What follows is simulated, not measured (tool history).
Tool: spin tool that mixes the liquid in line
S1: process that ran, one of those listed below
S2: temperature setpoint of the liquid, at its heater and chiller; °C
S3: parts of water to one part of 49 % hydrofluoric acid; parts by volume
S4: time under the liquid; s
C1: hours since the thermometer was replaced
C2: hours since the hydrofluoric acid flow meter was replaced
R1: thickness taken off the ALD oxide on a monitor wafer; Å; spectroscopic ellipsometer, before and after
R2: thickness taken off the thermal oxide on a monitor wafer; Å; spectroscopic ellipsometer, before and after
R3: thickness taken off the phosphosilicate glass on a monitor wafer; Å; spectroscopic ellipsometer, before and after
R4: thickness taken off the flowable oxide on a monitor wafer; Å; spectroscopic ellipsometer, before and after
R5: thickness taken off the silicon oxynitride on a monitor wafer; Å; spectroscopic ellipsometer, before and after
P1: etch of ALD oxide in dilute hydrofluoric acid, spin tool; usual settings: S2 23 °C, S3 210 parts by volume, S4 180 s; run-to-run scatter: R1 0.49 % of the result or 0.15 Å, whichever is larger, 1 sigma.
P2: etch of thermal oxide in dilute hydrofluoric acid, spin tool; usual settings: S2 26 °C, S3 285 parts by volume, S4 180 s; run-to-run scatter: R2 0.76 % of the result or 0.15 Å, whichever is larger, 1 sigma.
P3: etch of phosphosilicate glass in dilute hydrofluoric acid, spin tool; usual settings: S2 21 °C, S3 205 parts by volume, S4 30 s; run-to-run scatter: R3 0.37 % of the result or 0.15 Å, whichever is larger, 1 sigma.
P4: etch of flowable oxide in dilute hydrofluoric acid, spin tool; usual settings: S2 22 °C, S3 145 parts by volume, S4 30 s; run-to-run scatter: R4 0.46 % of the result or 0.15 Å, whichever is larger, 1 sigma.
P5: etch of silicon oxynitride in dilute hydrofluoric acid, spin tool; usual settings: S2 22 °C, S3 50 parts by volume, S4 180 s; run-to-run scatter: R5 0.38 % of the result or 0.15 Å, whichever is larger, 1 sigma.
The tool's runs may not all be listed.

run,hour,S1,S2,S3,S4,C1,C2,R1,R2,R3,R4,R5
1,5.7,P1,23,210,180,414.8,1258,105.79,,,,
2,13.3,P1,23,210,180,422.4,1265.6,108.25,,,,
3,19.3,P1,23,210,180,428.4,1271.6,107.2,,,,
4,27.1,P1,26.5,60,180,436.2,1279.4,513.12,,,,
5,31.7,P1,23,385,180,440.8,1284,49.256,,,,
6,39,P2,26,95,180,448.1,1291.3,,104.98,,,
7,44.5,P2,26,285,180,453.6,1296.8,,28.376,,,
8,51.8,P3,21,205,30,460.9,1304.1,,,107.36,,
9,60,P1,23,210,180,469.1,1312.3,107.45,,,,
10,66.8,P3,21,205,55,475.9,1319.1,,,198.02,,
11,75.4,P3,25.5,205,30,484.5,1327.7,,,127.48,,
12,83.4,P1,23,210,180,492.5,1335.7,106.58,,,,
13,88.3,P4,27,145,30,497.4,1340.6,,,,109.84,
14,94,P4,22,145,30,503.1,1346.3,,,,90.862,
15,98.1,P1,23,120,180,507.2,1350.4,206.47,,,,
16,103.5,P2,26,285,290,512.6,1355.8,,44.301,,,
17,109.7,P2,20.5,285,180,518.8,1362,,23.142,,,
18,115.2,P5,22,20,180,524.3,1367.5,,,,,321.65
19,120,P1,30.5,210,180,529.1,1372.3,140.06,,,,
20,127,P5,22,50,300,536.1,1379.3,,,,,210.93
21,132.9,P4,22,145,15,542,1385.2,,,,45.603,
22,138,P2,26,285,180,547.1,1390.3,,27.686,,,
23,145.5,P5,25.5,50,180,554.6,1397.8,,,,,150.22
24,151.8,P1,23,210,95,560.9,1404.1,56.313,,,,
25,158.8,P5,22,50,180,567.9,1411.1,,,,,126.4
26,167,P1,27,210,260,576.1,1419.3,179.12,,,,
27,171.5,P3,21,350,30,580.6,1423.8,,,55.105,,
28,175.6,P1,23,280,15,584.7,1427.9,6.3115,,,,
29,180.4,P1,17,210,180,589.5,1432.7,85.602,,,,
30,188.1,P1,23,210,180,597.2,1440.4,107.25,,,,
31,195.3,P4,22,230,30,604.4,1447.6,,,,52.756,
32,201.9,P1,23,210,290,611,1454.2,173.86,,,,
33,207.4,P5,22,50,180,616.5,1459.7,,,,,125.63
34,213.3,P4,22,145,30,622.4,1465.6,,,,91.145,
35,219.2,P1,23,210,180,628.3,1471.5,105.88,,,,
36,225.1,P1,23,210,180,634.2,1477.4,104.72,,,,
37,232.1,P1,23,210,180,641.2,1484.4,104.2,,,,
38,238.1,P1,23,210,180,647.2,1490.4,102.71,,,,
39,243.1,P1,23,210,180,652.2,1495.4,102.33,,,,
40,251.6,P1,23,210,180,660.7,1503.9,100.03,,,,
41,257.3,P1,23,210,180,666.4,1509.6,100.19,,,,
42,264.4,P1,23,210,180,673.5,1516.7,100.94,,,,
43,271.1,P1,23,210,180,680.2,1523.4,100.79,,,,
44,279.6,P1,23,210,180,688.7,1531.9,101.56,,,,
45,284,P1,23,210,180,693.1,1536.3,100.01,,,,

What P1 gives has crept away from where it was. These 2 causes fit the log equally well, each at the size given:
A: liquid colder than its thermometer reads (K) = 1.77
B: hydrofluoric acid flow below the setpoint (%) = 5.27
The creep began at about hour 219.2.

4 check runs are offered, one wafer each, their results left as question marks. Which one tells the causes apart?
check 1,288.4,P4,22,145,30,,,,,,?,
check 2,288.4,P2,26,285,180,,,,?,,,
check 3,288.4,P3,21,205,30,,,,,?,,
check 4,288.4,P5,22,50,180,,,,,,,?

What each check would give under each cause:
check,result,if A,if B
check 1,R4,84.858,85.446
check 2,R2,26.097,25.858
check 3,R3,101.05,101.31
check 4,R5,115.92,119.7
How far apart the two closest causes lie, in the result that separates them most: check 1 0.69 %; check 2 0.92 %; check 3 0.26 %; check 4 3.21 %
Only check 4 tells the causes apart: in the others they would give nearly the same result.

Check 4 was then run and gave: R5 116.52 Å. Which cause is it?

It is A: liquid colder than its thermometer reads (K).

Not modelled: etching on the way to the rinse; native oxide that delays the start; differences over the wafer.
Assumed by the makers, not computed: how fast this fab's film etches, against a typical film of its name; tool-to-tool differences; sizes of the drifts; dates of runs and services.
